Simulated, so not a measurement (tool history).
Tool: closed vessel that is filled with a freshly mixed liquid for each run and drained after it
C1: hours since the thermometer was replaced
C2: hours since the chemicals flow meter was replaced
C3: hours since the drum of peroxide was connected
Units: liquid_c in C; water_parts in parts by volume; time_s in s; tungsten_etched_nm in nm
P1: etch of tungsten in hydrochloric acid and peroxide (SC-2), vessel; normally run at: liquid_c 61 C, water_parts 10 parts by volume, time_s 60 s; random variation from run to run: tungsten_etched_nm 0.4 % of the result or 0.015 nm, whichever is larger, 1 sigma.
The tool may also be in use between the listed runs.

run 1 hour=11.1 | liquid_c=61 water_parts=10 time_s=60 | C1=495.4 C2=258.5 C3=460.7 | tungsten_etched_nm=20.201
run 2 hour=23.3 | liquid_c=61 water_parts=10 time_s=30 | C1=507.6 C2=270.7 C3=472.9 | tungsten_etched_nm=10.081
run 3 hour=32.3 | liquid_c=72 water_parts=4 time_s=60 | C1=516.6 C2=279.7 C3=481.9 | tungsten_etched_nm=77.88
run 4 hour=43 | liquid_c=61 water_parts=4 time_s=60 | C1=527.3 C2=290.4 C3=492.6 | tungsten_etched_nm=40.272
run 5 hour=57 | liquid_c=61 water_parts=10 time_s=60 | C1=541.3 C2=304.4 C3=506.6 | tungsten_etched_nm=20.102
run 6 hour=73.7 | liquid_c=71 water_parts=10 time_s=60 | C1=558 C2=321.1 C3=523.3 | tungsten_etched_nm=37.021
run 7 hour=89.4 | liquid_c=48 water_parts=10 time_s=60 | C1=573.7 C2=336.8 C3=539 | tungsten_etched_nm=8.6639
run 8 hour=105.2 | liquid_c=61 water_parts=10 time_s=60 | C1=589.5 C2=352.6 C3=554.8 | tungsten_etched_nm=20.163
run 9 hour=113.8 | liquid_c=61 water_parts=10 time_s=60 | C1=598.1 C2=361.2 C3=563.4 | tungsten_etched_nm=20.102
run 10 hour=127.1 | liquid_c=61 water_parts=10 time_s=60 | C1=611.4 C2=374.5 C3=576.7 | tungsten_etched_nm=20.114
run 11 hour=144.8 | liquid_c=46.5 water_parts=14 time_s=60 | C1=629.1 C2=392.2 C3=594.4 | tungsten_etched_nm=5.8853
run 12 hour=158.6 | liquid_c=61 water_parts=10 time_s=115 | C1=642.9 C2=406 C3=608.2 | tungsten_etched_nm=38.399
run 13 hour=171.9 | liquid_c=61 water_parts=10 time_s=60 | C1=656.2 C2=419.3 C3=621.5 | tungsten_etched_nm=20.272
run 14 hour=190.3 | liquid_c=61 water_parts=18.5 time_s=60 | C1=674.6 C2=437.7 C3=639.9 | tungsten_etched_nm=11.835
run 15 hour=202 | liquid_c=61 water_parts=15.5 time_s=30 | C1=686.3 C2=449.4 C3=651.6 | tungsten_etched_nm=6.9017
run 16 hour=220.5 | liquid_c=61 water_parts=10 time_s=60 | C1=704.8 C2=467.9 C3=670.1 | tungsten_etched_nm=20.121

Forecast run 17:
run 17 hour=236.7 | liquid_c=61 water_parts=10 time_s=60 | C1=721 C2=484.1 C3=686.3 | tungsten_etched_nm=?

tungsten_etched_nm: 19.334 nm
